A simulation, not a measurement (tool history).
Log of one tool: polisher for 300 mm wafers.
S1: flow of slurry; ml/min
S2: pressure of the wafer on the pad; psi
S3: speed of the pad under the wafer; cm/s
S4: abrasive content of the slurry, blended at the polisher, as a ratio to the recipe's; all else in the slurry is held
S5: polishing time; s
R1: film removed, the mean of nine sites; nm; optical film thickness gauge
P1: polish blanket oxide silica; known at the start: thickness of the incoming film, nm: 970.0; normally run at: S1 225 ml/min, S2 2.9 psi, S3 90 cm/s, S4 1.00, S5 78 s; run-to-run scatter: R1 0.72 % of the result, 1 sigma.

| run | day | S1 | S2 | S3 | S4 | S5 | R1 |
|---|---|---|---|---|---|---|---|
| 1 | 0.567 | 225 | 2.9 | 90 | 1.00 | 78 | 129.710 |
| 2 | 1.338 | 225 | 2.9 | 42 | 1.00 | 78 | 70.228 |
| 3 | 1.983 | 225 | 2.9 | 90 | 1.00 | 119 | 198.360 |
| 4 | 2.404 | 225 | 2.9 | 90 | 0.55 | 78 | 94.156 |
| 5 | 3.017 | 225 | 2.9 | 134 | 1.00 | 78 | 179.580 |
| 6 | 3.488 | 280 | 2.9 | 128 | 1.00 | 78 | 176.830 |
| 7 | 4.267 | 225 | 2.9 | 90 | 1.00 | 78 | 130.110 |
|  | 4.350 | slurry blender recalibrated |
| 8 | 4.779 | 225 | 2.9 | 90 | 1.00 | 78 | 128.930 |
| 9 | 5.508 | 225 | 2.9 | 46 | 1.00 | 111 | 108.230 |
| 10 | 6.279 | 225 | 1.4 | 90 | 1.00 | 78 | 62.665 |
| 11 | 6.654 | 225 | 2.9 | 90 | 1.00 | 78 | 128.670 |
| 12 | 7.142 | 225 | 2.9 | 90 | 1.00 | 48 | 79.436 |
| 13 | 7.521 | 225 | 4.5 | 90 | 1.00 | 78 | 200.740 |
| 14 | 7.896 | 305 | 2.9 | 90 | 1.00 | 78 | 133.280 |
| 15 | 8.292 | 225 | 2.9 | 90 | 1.00 | 78 | 129.760 |
| 16 | 8.712 | 225 | 1.4 | 90 | 1.20 | 78 | 67.407 |
| 17 | 9.192 | 225 | 2.9 | 90 | 1.45 | 78 | 148.680 |
| 18 | 9.938 | 135 | 2.9 | 90 | 1.00 | 78 | 119.590 |
| 19 | 10.275 | 225 | 2.9 | 90 | 1.00 | 78 | 130.280 |
| 20 | 10.842 | 225 | 2.9 | 90 | 1.00 | 78 | 124.150 |
| 21 | 11.604 | 225 | 2.9 | 90 | 1.00 | 78 | 117.690 |
|  | 12.188 | conditioning disc replaced and pad reconditioned |
| 22 | 12.229 | 225 | 2.9 | 90 | 1.00 | 78 | 118.860 |
| 23 | 12.783 | 225 | 2.9 | 90 | 1.00 | 78 | 116.780 |
|  | 13.196 | slurry nozzle cleaned |
| 24 | 13.229 | 225 | 2.9 | 90 | 1.00 | 78 | 115.610 |
| 25 | 13.621 | 225 | 2.9 | 90 | 1.00 | 78 | 114.860 |
|  | 13.788 | head pressure recalibrated |
| 26 | 14.008 | 225 | 2.9 | 90 | 1.00 | 78 | 115.650 |
| 27 | 14.558 | 225 | 2.9 | 90 | 1.00 | 78 | 114.530 |
| 28 | 15.158 | 225 | 2.9 | 90 | 1.00 | 78 | 113.930 |

What P1 gives has crept away from where it was. These 2 causes fit the log equally well, each at the size given:
A: abrasive missing from the slurry, % = 22.3
B: removal rate lost through wear of the pad, % = 11.5
The creep began at about day 10.275.
Why every other cause is out:
slurry flow missing at the pad, %: serviced at day 13.196, which brought nothing back
head's pressure below its setpoint, %: serviced at day 13.788, which brought nothing back
time polished since the conditioner stopped cutting, s: serviced at day 12.188, which brought nothing back

4 check runs are offered, each on 2 wafers whose results are averaged, their results left as question marks. Which one tells the causes apart?
| check 1 | 15.758 | 135 | 4.4 | 90 | 1.00 | 78 | ? |
| check 2 | 15.758 | 225 | 2.9 | 90 | 0.55 | 51 | ? |
| check 3 | 15.758 | 135 | 2.9 | 132 | 1.00 | 78 | ? |
| check 4 | 15.758 | 225 | 1.5 | 90 | 1.00 | 111 | ? |

What each check would give under each cause:
| check | result | if A | if B |
|---|---|---|---|
| check 1 | R1 | 160.690 | 160.760 |
| check 2 | R1 | 52.557 | 54.554 |
| check 3 | R1 | 143.880 | 143.940 |
| check 4 | R1 | 84.218 | 84.256 |
How far apart the two closest causes lie, in the result that separates them most: check 1 0.05 %; check 2 3.73 %; check 3 0.05 %; check 4 0.05 %
Only check 2 tells the causes apart: in the others they would give nearly the same result.

Then check 2 was run and gave: R1 52.600 nm. Which cause is it?

It is A: abrasive missing from the slurry, %.
